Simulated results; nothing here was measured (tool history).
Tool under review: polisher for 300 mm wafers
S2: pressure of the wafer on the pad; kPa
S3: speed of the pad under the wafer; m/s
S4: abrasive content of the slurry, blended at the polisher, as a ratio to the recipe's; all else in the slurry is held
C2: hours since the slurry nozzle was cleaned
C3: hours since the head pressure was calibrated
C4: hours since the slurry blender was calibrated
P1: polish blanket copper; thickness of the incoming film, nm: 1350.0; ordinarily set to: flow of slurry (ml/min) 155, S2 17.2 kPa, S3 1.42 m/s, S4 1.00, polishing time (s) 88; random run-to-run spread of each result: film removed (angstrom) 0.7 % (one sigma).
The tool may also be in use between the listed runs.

{"run": 1, "day": 0.538, "flow of slurry (ml/min)": 155, "S2": 17.2, "S3": 1.42, "S4": 1.0, "polishing time (s)": 88, "wafers polished on this pad": 845, "C2": 272.6, "C3": 518.0, "C4": 213.6, "film removed (angstrom)": 2874.6}
{"run": 2, "day": 1.038, "flow of slurry (ml/min)": 155, "S2": 17.2, "S3": 0.64, "S4": 1.0, "polishing time (s)": 88, "wafers polished on this pad": 934, "C2": 284.6, "C3": 530.0, "C4": 225.6, "film removed (angstrom)": 1310.8}
{"run": 3, "day": 1.512, "flow of slurry (ml/min)": 155, "S2": 10.3, "S3": 1.42, "S4": 1.0, "polishing time (s)": 88, "wafers polished on this pad": 1019, "C2": 296.0, "C3": 541.4, "C4": 237.0, "film removed (angstrom)": 1731.5}
{"run": 4, "day": 1.829, "flow of slurry (ml/min)": 155, "S2": 17.2, "S3": 1.42, "S4": 1.0, "polishing time (s)": 88, "wafers polished on this pad": 1076, "C2": 303.6, "C3": 549.0, "C4": 244.6, "film removed (angstrom)": 2881.5}
{"day": 1.896, "done": "worn pad replaced by a new one"}
{"day": 2.067, "done": "slurry nozzle cleaned"}
{"run": 5, "day": 2.167, "flow of slurry (ml/min)": 155, "S2": 17.2, "S3": 1.42, "S4": 1.45, "polishing time (s)": 88, "wafers polished on this pad": 48, "C2": 2.5, "C3": 557.1, "C4": 252.7, "film removed (angstrom)": 3113.6}
{"run": 6, "day": 2.542, "flow of slurry (ml/min)": 155, "S2": 17.2, "S3": 2.26, "S4": 1.0, "polishing time (s)": 88, "wafers polished on this pad": 115, "C2": 11.5, "C3": 566.1, "C4": 261.7, "film removed (angstrom)": 4650.6}
{"run": 7, "day": 2.992, "flow of slurry (ml/min)": 155, "S2": 17.2, "S3": 1.42, "S4": 1.0, "polishing time (s)": 88, "wafers polished on this pad": 196, "C2": 22.3, "C3": 576.9, "C4": 272.5, "film removed (angstrom)": 2835.3}
{"run": 8, "day": 3.612, "flow of slurry (ml/min)": 155, "S2": 17.2, "S3": 1.42, "S4": 1.0, "polishing time (s)": 41, "wafers polished on this pad": 307, "C2": 37.2, "C3": 591.8, "C4": 287.4, "film removed (angstrom)": 1355.8}
{"run": 9, "day": 4.304, "flow of slurry (ml/min)": 105, "S2": 17.2, "S3": 1.42, "S4": 1.0, "polishing time (s)": 88, "wafers polished on this pad": 430, "C2": 53.8, "C3": 608.4, "C4": 304.0, "film removed (angstrom)": 2695.1}
{"run": 10, "day": 4.767, "flow of slurry (ml/min)": 215, "S2": 17.2, "S3": 1.42, "S4": 1.0, "polishing time (s)": 55, "wafers polished on this pad": 513, "C2": 64.9, "C3": 619.5, "C4": 315.1, "film removed (angstrom)": 1857.4}
{"run": 11, "day": 5.217, "flow of slurry (ml/min)": 155, "S2": 17.2, "S3": 1.42, "S4": 1.0, "polishing time (s)": 88, "wafers polished on this pad": 593, "C2": 75.7, "C3": 630.3, "C4": 325.9, "film removed (angstrom)": 2850.6}
{"run": 12, "day": 5.629, "flow of slurry (ml/min)": 155, "S2": 26.2, "S3": 1.42, "S4": 1.0, "polishing time (s)": 88, "wafers polished on this pad": 667, "C2": 85.6, "C3": 640.2, "C4": 335.8, "film removed (angstrom)": 4355.0}
{"run": 13, "day": 6.117, "flow of slurry (ml/min)": 155, "S2": 17.2, "S3": 1.42, "S4": 0.55, "polishing time (s)": 88, "wafers polished on this pad": 754, "C2": 97.3, "C3": 651.9, "C4": 347.5, "film removed (angstrom)": 2564.1}
{"run": 14, "day": 6.612, "flow of slurry (ml/min)": 225, "S2": 17.2, "S3": 1.42, "S4": 1.0, "polishing time (s)": 88, "wafers polished on this pad": 843, "C2": 109.2, "C3": 663.8, "C4": 359.4, "film removed (angstrom)": 3019.4}
{"run": 15, "day": 7.154, "flow of slurry (ml/min)": 155, "S2": 17.2, "S3": 1.42, "S4": 1.0, "polishing time (s)": 88, "wafers polished on this pad": 940, "C2": 122.2, "C3": 676.8, "C4": 372.4, "film removed (angstrom)": 2856.9}
{"run": 16, "day": 7.862, "flow of slurry (ml/min)": 155, "S2": 17.2, "S3": 1.42, "S4": 1.0, "polishing time (s)": 130, "wafers polished on this pad": 1066, "C2": 139.2, "C3": 693.8, "C4": 389.4, "film removed (angstrom)": 4247.8}
{"run": 17, "day": 8.333, "flow of slurry (ml/min)": 155, "S2": 17.2, "S3": 1.42, "S4": 1.0, "polishing time (s)": 88, "wafers polished on this pad": 1151, "C2": 150.5, "C3": 705.1, "C4": 400.7, "film removed (angstrom)": 2857.1}
{"run": 18, "day": 9.025, "flow of slurry (ml/min)": 155, "S2": 17.2, "S3": 1.42, "S4": 1.0, "polishing time (s)": 88, "wafers polished on this pad": 1274, "C2": 167.1, "C3": 721.7, "C4": 417.3, "film removed (angstrom)": 2826.7}
{"run": 19, "day": 9.425, "flow of slurry (ml/min)": 155, "S2": 17.2, "S3": 1.42, "S4": 1.0, "polishing time (s)": 88, "wafers polished on this pad": 1346, "C2": 176.7, "C3": 731.3, "C4": 426.9, "film removed (angstrom)": 2783.2}
{"day": 9.942, "done": "worn pad replaced by a new one"}
{"run": 20, "day": 10.0, "flow of slurry (ml/min)": 155, "S2": 17.2, "S3": 1.42, "S4": 1.0, "polishing time (s)": 88, "wafers polished on this pad": 10, "C2": 190.5, "C3": 745.1, "C4": 440.7, "film removed (angstrom)": 2714.0}
{"run": 21, "day": 10.612, "flow of slurry (ml/min)": 155, "S2": 17.2, "S3": 1.42, "S4": 1.0, "polishing time (s)": 88, "wafers polished on this pad": 120, "C2": 205.2, "C3": 759.8, "C4": 455.4, "film removed (angstrom)": 2717.9}
{"run": 22, "day": 11.154, "flow of slurry (ml/min)": 155, "S2": 17.2, "S3": 1.42, "S4": 1.0, "polishing time (s)": 88, "wafers polished on this pad": 217, "C2": 218.2, "C3": 772.8, "C4": 468.4, "film removed (angstrom)": 2719.3}
{"day": 11.442, "done": "slurry blender recalibrated"}
{"run": 23, "day": 11.671, "flow of slurry (ml/min)": 155, "S2": 17.2, "S3": 1.42, "S4": 1.0, "polishing time (s)": 88, "wafers polished on this pad": 309, "C2": 230.6, "C3": 785.2, "C4": 5.5, "film removed (angstrom)": 2704.4}
{"run": 24, "day": 12.017, "flow of slurry (ml/min)": 155, "S2": 17.2, "S3": 1.42, "S4": 1.0, "polishing time (s)": 88, "wafers polished on this pad": 371, "C2": 238.9, "C3": 793.5, "C4": 13.8, "film removed (angstrom)": 2690.2}
{"run": 25, "day": 12.558, "flow of slurry (ml/min)": 155, "S2": 17.2, "S3": 1.42, "S4": 1.0, "polishing time (s)": 88, "wafers polished on this pad": 468, "C2": 251.9, "C3": 806.5, "C4": 26.8, "film removed (angstrom)": 2673.8}

What P1 gives has crept off from where it sat before. The 2 causes that follow fit the log equally well, each at the size noted:
A: slurry flow missing at the pad, % = 28.7
B: head's pressure below its setpoint, % = 6.48
Creep in the process output first set in at about day 8.333.
Other possible causes, and why each is ruled out:
removal rate lost through wear of the pad, %: work on it at day 9.942, done after the drift set in, did not restore what the process gave before
abrasive missing from the slurry, %: work on it at day 11.442, done after the drift set in, did not restore what the process gave before

The list below offers 4 check runs, each averaging the results of 5 wafers, and shows each result as a question mark. For which of them would the listed causes give clearly different results?
{"run": "check 1", "day": 13.1, "flow of slurry (ml/min)": 155, "S2": 26.2, "S3": 1.42, "S4": 0.55, "polishing time (s)": 88, "film removed (angstrom)": "?"}
{"run": "check 2", "day": 13.1, "flow of slurry (ml/min)": 155, "S2": 17.2, "S3": 0.64, "S4": 1.0, "polishing time (s)": 62, "film removed (angstrom)": "?"}
{"run": "check 3", "day": 13.1, "flow of slurry (ml/min)": 105, "S2": 17.2, "S3": 2.2, "S4": 1.0, "polishing time (s)": 88, "film removed (angstrom)": "?"}
{"run": "check 4", "day": 13.1, "flow of slurry (ml/min)": 155, "S2": 17.2, "S3": 1.94, "S4": 1.0, "polishing time (s)": 41, "film removed (angstrom)": "?"}

What every check run would give for each of its results, assuming each possible cause in turn:
check=check_1 result=film_removed_(angstrom) if_A=3615.00 if_B=3615.50
check=check_2 result=film_removed_(angstrom) if_A=854.45 if_B=854.57
check=check_3 result=film_removed_(angstrom) if_A=3746.20 if_B=3852.00
check=check_4 result=film_removed_(angstrom) if_A=1712.80 if_B=1713.00
Distance between the nearest two causes, measured in the result of the check that separates them most: check 1 0.01 %; check 2 0.01 %; check 3 2.79 %; check 4 0.01 %
Only check 3 tells the causes apart: in the others they would give nearly the same result.

The results of check 3 are: film removed (angstrom) 3753.10. Based on these, which of the listed causes is it?

Of the candidate causes, it is A: slurry flow missing at the pad, %.
